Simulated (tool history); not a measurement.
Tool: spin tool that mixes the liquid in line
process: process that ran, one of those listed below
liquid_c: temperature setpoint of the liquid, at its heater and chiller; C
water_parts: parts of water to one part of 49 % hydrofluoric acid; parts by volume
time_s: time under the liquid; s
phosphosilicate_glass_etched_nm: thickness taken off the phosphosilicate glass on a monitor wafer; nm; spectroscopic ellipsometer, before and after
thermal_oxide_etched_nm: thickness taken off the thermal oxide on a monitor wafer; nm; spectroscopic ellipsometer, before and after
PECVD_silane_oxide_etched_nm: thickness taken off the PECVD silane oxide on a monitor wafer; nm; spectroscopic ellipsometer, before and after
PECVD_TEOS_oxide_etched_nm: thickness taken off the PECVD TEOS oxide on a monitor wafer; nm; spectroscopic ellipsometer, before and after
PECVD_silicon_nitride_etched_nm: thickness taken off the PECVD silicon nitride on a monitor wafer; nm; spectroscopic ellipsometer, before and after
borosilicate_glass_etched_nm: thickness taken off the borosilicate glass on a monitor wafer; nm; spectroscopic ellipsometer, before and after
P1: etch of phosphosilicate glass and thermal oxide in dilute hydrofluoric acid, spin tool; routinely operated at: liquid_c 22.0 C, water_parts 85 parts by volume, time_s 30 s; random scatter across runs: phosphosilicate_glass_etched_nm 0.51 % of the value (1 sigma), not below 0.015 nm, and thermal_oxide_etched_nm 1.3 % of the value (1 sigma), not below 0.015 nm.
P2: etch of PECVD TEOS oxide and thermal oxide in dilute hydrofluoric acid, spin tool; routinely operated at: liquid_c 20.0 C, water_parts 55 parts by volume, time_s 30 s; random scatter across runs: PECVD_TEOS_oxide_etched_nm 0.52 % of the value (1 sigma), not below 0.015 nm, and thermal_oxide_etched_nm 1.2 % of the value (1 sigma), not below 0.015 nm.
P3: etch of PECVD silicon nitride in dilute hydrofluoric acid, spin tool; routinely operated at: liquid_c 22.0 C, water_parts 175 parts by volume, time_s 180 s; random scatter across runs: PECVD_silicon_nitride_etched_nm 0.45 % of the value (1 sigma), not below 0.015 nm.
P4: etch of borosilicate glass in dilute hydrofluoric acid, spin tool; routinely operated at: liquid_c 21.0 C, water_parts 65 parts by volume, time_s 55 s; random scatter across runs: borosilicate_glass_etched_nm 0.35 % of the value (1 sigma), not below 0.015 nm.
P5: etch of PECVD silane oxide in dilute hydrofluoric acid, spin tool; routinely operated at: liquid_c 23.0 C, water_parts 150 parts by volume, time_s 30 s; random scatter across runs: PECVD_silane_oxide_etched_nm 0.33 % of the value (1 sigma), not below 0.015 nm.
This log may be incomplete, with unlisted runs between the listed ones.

run	hour	process	liquid_c	water_parts	time_s	phosphosilicate_glass_etched_nm	thermal_oxide_etched_nm	PECVD_silane_oxide_etched_nm	PECVD_TEOS_oxide_etched_nm	PECVD_silicon_nitride_etched_nm	borosilicate_glass_etched_nm
1	9.3	P1	22.0	85	30	38.408	1.64360				
2	19.0	P1	22.0	85	15	19.064	0.82351				
3	27.7	P1	22.0	120	30	25.972	1.10090				
4	38.4	P1	17.0	85	15	15.511	0.67599				
5	46.9	P5	23.0	150	50			15.0730			
6	59.7	P2	20.0	20	30		6.42460		32.475		
7	66.1	P1	22.0	85	30	37.732	1.61930				
8	75.1	P3	22.0	265	180					3.16520	
9	82.7	P2	20.0	55	60		4.53710		22.702		
10	94.0	P4	21.0	25	55						39.993
11	101.4	P1	22.0	85	30	38.045	1.59900				
12	111.4	P4	21.0	65	20						5.367
13	121.2	P4	21.0	65	55						14.688
14	128.0	P4	28.0	65	55						19.487
15	140.5	P5	23.0	250	30			4.9162			
16	150.4	P1	22.0	85	30	38.431	1.61920				
# hour 155.3: thermometer replaced
17	160.8	P1	17.0	85	30	30.963	1.33170				
18	169.1	P2	25.5	55	30		2.82050		14.175		
19	182.7	P1	22.0	30	30	115.750	4.95040				
20	191.2	P1	22.0	85	30	38.164	1.60530				
21	201.0	P3	22.0	175	180					4.77930	
22	211.4	P1	22.0	85	50	64.136	2.66490				
23	221.6	P1	22.0	85	30	38.197	1.58270				
24	228.8	P1	27.0	85	30	46.459	1.94210				
25	235.9	P3	22.0	175	15					0.38989	
26	246.7	P4	21.0	65	55						14.632
27	258.2	P2	20.0	55	30		2.24910		11.249		
# hour 264.7: hydrofluoric acid flow meter replaced
28	266.2	P1	22.0	85	30	38.468	1.65270				
29	272.5	P5	23.0	150	30			9.0799			
30	282.5	P5	17.0	150	30			7.1973			
31	295.7	P3	17.0	175	180					3.40920	
32	306.4	P1	22.0	85	30	38.176	1.61900				
33	314.0	P1	22.0	85	30	39.077	1.65660				
34	321.3	P1	22.0	85	30	39.685	1.66020				
35	331.3	P1	22.0	85	30	40.147	1.71330				
36	342.0	P1	22.0	85	30	40.595	1.71810				
37	354.0	P1	22.0	85	30	40.953	1.70450				
38	363.5	P1	22.0	85	30	40.799	1.70580				
39	376.6	P1	22.0	85	30	41.134	1.76810				
40	383.1	P1	22.0	85	30	40.952	1.71600				
41	393.3	P1	22.0	85	30	41.270	1.69290				
42	401.8	P1	22.0	85	30	41.365	1.71140				

The log shows P1 creeping away from where it was. Any of the 2 causes listed here, at the size stated for it, fits the log just as well as the others:
A: hydrofluoric acid flow above the setpoint (%) = 6.91
B: liquid hotter than its thermometer reads (K) = 1.82
At approximately hour 306.4, the process output began to creep.

Each of the 4 check runs below uses one wafer; its results are left as question marks. Which run tells the causes apart?
check 1	410.3	P3	22.0	175	180					?	
check 2	410.3	P4	21.0	65	55						?
check 3	410.3	P5	23.0	150	30			?			
check 4	410.3	P2	20.0	55	30		?		?		

Outcome of each check run for each possible cause:
check	result	if A	if B
check 1	PECVD_silicon_nitride_etched_nm	5.10860	5.38030
check 2	borosilicate_glass_etched_nm	15.786	15.840
check 3	PECVD_silane_oxide_etched_nm	9.8300	9.7506
check 4	thermal_oxide_etched_nm	2.45650	2.47000
check 4	PECVD_TEOS_oxide_etched_nm	12.116	12.182
Minimum pairwise separation of causes per check, each pair taken at its best-separating result: check 1 5.18 %; check 2 0.34 %; check 3 0.81 %; check 4 0.55 %
The other checks would show nearly matching results whichever cause is true, so check 1 is the only one that separates the causes.

With check 1 done, the readings were: PECVD_silicon_nitride_etched_nm 5.08090 nm. Identify which of the listed causes applies.

It is A: hydrofluoric acid flow above the setpoint (%).
